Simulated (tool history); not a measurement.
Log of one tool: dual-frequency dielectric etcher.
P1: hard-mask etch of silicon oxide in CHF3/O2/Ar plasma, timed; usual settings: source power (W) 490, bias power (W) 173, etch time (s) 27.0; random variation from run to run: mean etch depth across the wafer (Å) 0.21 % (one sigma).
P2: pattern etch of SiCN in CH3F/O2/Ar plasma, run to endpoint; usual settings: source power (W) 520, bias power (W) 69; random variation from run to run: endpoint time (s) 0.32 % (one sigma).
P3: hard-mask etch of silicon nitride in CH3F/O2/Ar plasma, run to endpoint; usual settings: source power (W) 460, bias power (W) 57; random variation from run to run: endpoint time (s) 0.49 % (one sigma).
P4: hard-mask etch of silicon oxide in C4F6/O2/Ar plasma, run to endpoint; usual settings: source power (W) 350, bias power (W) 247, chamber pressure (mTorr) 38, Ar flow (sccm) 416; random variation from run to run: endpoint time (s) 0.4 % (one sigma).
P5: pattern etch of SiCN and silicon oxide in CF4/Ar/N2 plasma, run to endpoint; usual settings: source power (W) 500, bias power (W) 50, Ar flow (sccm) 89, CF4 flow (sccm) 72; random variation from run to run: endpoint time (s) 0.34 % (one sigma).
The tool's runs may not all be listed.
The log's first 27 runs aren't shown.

| run | hour | process that ran | source power (W) | bias power (W) | etch time (s) | chamber pressure (mTorr) | Ar flow (sccm) | CF4 flow (sccm) | hours since the last wet clean | hours since the last source power generator calibration | hours since the last bias power generator calibration | mean etch depth across the wafer (Å) | endpoint time (s) |
|---|---|---|---|---|---|---|---|---|---|---|---|---|---|
| 28 | 326.5 | P5 | 500 | 50 |  |  | 89 | 72 | 490.8 | 2507.2 | 1210.8 |  | 13.020 |
| 29 | 336.3 | P1 | 490 | 173 | 27.0 |  |  |  | 500.6 | 2517.0 | 1220.6 | 485.71 |  |
| 30 | 348.8 | P3 | 460 | 57 |  |  |  |  | 513.1 | 2529.5 | 1233.1 |  | 64.433 |
| 31 | 357.6 | P1 | 490 | 173 | 27.0 |  |  |  | 521.9 | 2538.3 | 1241.9 | 484.89 |  |
| 32 | 364.3 | P5 | 340 | 50 |  |  | 89 | 72 | 528.6 | 2545.0 | 1248.6 |  | 18.354 |
| 33 | 375.8 | P3 | 300 | 57 |  |  |  |  | 540.1 | 2556.5 | 1260.1 |  | 75.065 |
| 34 | 386.9 | P2 | 520 | 69 |  |  |  |  | 551.2 | 2567.6 | 1271.2 |  | 16.399 |
| 35 | 395.7 | P1 | 490 | 173 | 27.0 |  |  |  | 560.0 | 2576.4 | 1280.0 | 487.55 |  |
| 36 | 403.0 | P1 | 490 | 173 | 27.0 |  |  |  | 567.3 | 2583.7 | 1287.3 | 483.45 |  |

Run 37 comes next. What will it give?
| 37 | 416.4 | P1 | 490 | 173 | 27.0 |  |  |  | 580.7 | 2597.1 | 1300.7 | ? |  |

Run 37 gave mean etch depth across the wafer (Å) 481.46.
